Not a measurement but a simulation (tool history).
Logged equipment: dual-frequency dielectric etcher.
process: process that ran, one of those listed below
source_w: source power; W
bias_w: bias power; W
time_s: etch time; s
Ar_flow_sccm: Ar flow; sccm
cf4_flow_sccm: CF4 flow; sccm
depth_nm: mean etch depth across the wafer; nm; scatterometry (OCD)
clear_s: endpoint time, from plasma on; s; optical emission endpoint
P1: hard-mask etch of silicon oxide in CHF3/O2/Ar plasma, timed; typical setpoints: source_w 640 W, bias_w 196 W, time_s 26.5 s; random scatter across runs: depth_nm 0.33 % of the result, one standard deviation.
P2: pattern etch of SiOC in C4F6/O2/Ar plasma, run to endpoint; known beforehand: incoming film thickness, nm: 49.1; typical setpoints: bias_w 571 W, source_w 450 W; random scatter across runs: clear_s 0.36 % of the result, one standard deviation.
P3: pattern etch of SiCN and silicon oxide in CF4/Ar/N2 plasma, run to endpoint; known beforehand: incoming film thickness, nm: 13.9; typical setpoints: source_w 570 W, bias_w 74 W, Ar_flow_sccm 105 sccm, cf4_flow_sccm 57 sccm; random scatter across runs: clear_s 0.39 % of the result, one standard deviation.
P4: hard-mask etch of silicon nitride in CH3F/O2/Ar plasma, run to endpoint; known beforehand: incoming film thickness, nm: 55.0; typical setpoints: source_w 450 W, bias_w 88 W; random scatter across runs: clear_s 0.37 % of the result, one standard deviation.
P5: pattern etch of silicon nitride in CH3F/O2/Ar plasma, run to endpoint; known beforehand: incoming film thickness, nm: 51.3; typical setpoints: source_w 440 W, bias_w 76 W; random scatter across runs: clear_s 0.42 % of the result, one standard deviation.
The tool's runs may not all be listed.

run   hour  process  source_w  bias_w  time_s  Ar_flow_sccm  cf4_flow_sccm  hours since the last wet clean  hours since the last source power generator calibration  hours since the last bias power generator calibration  depth_nm  clear_s
  1    7.4       P1       640     196    26.5                                                        221.8                                                    959.6                                                  599.8    54.034
  2   16.4       P1       640     196    26.5                                                        230.8                                                    968.6                                                  608.8    54.378
  3     24       P3       570      74                    86             57                           238.4                                                    976.2                                                  616.4             13.042
  4   33.9       P3       360      74                   105             57                           248.3                                                    986.1                                                  626.3               20.2
  5   42.2       P1       640     196    32.5                                                        256.6                                                    994.4                                                  634.6    66.294
  6   51.9       P5       440     104                                                                266.3                                                   1004.1                                                  644.3             63.656
  7   63.1       P2       450     337                                                                277.5                                                   1015.3                                                  655.5             18.647
  8   72.9       P2       450     571                                                                287.3                                                   1025.1                                                  665.3             15.507
  9   80.1       P1       470     196    26.5                                                        294.5                                                   1032.3                                                  672.5    48.133
 10   91.2       P1       840     196    26.5                                                        305.6                                                   1043.4                                                  683.6    59.949
 11  101.3       P1       640     196    26.5                                                        315.7                                                   1053.5                                                  693.7    54.047
 12    108       P1       640     242    26.5                                                        322.4                                                   1060.2                                                  700.4    57.807
 13  118.4       P1       640     196    26.5                                                        332.8                                                   1070.6                                                  710.8     53.92
 14  130.8       P1       640     196    14.5                                                        345.2                                                     1083                                                  723.2    29.536
 15  138.3       P1       640     136    26.5                                                        352.7                                                   1090.5                                                  730.7    47.953
 16  146.6       P1       520     196      34                                                          361                                                   1098.8                                                    739    64.136
 17  156.3       P1       800     147    26.5                                                        370.7                                                   1108.5                                                  748.7    53.821
 18  165.3       P2       450     571                                                                379.7                                                   1117.5                                                  757.7             15.427
 19    172       P2       630     571                                                                386.4                                                   1124.2                                                  764.4             13.689
 20  183.8       P3       570      74                   105             57                           398.2                                                     1136                                                  776.2             13.489
 21  191.6       P5       320      76                                                                  406                                                   1143.8                                                    784             80.916
 22  199.7       P3       570      56                   105             57                           414.1                                                   1151.9                                                  792.1             14.817
 23  207.9       P5       440      76                                                                422.3                                                   1160.1                                                  800.3             71.301
 24  219.3       P4       450     123                                                                433.7                                                   1171.5                                                  811.7              62.73
 25  226.1       P3       570      74                   105             43                           440.5                                                   1178.3                                                  818.5             14.229
 26  234.8       P4       450      88                                                                449.2                                                     1187                                                  827.2             70.944
 27  244.8       P4       580      88                                                                459.2                                                     1197                                                  837.2             64.465
 28  257.9       P1       640     196    26.5                                                        472.3                                                   1210.1                                                  850.3    54.174
 29  265.9       P1       640     196    26.5                                                        480.3                                                   1218.1                                                  858.3    53.664
 30  271.8       P1       640     196    26.5                                                        486.2                                                     1224                                                  864.2    53.455
 31  281.1       P1       640     196    26.5                                                        495.5                                                   1233.3                                                  873.5    53.138
 32  292.4       P1       640     196    26.5                                                        506.8                                                   1244.6                                                  884.8    53.266
 33  303.6       P1       640     196    26.5                                                          518                                                   1255.8                                                    896    53.505
     304.4  -- wet clean of the chamber
 34  310.1       P1       640     196    26.5                                                          5.8                                                   1262.3                                                  902.5    53.556
 35  316.7       P1       640     196    26.5                                                         12.4                                                   1268.9                                                  909.1    53.228
 36  324.8       P1       640     196    26.5                                                         20.5                                                     1277                                                  917.2    53.077

Compared with where it was, what P1 gives has crept away. Each cause listed below fits the log as well as the rest, at the size given for it:
A: bias power that arrives under what is set, % = 4.69
B: source power that arrives under what is set, % = 4.18
The onset of the drift is placed at about hour 257.9.
Each remaining cause and why it is not a fit:
chamber walls in a state that lowers the etch rate, %: serviced at hour 304.4, after the change had begun; the process did not return to its earlier output

Of the 4 check runs below, each run on 2 wafers with the results averaged and each result still a question mark, which one would tell the listed causes apart?
check 1  332.9       P3       370      60                   105             57                                                                                                                                                                  ?
check 2  332.9       P2       510     355                                                                                                                                                                                                       ?
check 3  332.9       P4       580     111                                                                                                                                                                                                       ?
check 4  332.9       P5       440     103                                                                                                                                                                                                       ?

What every check run would give for each of its results, assuming each possible cause in turn:
  check   result    if A    if B
check 1  clear_s  21.531  21.992
check 2  clear_s  17.812  17.801
check 3  clear_s  60.293  60.199
check 4  clear_s  65.285  65.177
Per check, the gap between the least separated pair of causes, taken in the result that splits them most: check 1 2.12 %; check 2 0.06 %; check 3 0.16 %; check 4 0.16 %
The other checks would show nearly matching results whichever cause is true, so check 1 is the only one that separates the causes.

The results of check 1 are: clear_s 21.478 s. Based on these, which of the listed causes is it?

Of the candidate causes, it is A: bias power that arrives under what is set, %.

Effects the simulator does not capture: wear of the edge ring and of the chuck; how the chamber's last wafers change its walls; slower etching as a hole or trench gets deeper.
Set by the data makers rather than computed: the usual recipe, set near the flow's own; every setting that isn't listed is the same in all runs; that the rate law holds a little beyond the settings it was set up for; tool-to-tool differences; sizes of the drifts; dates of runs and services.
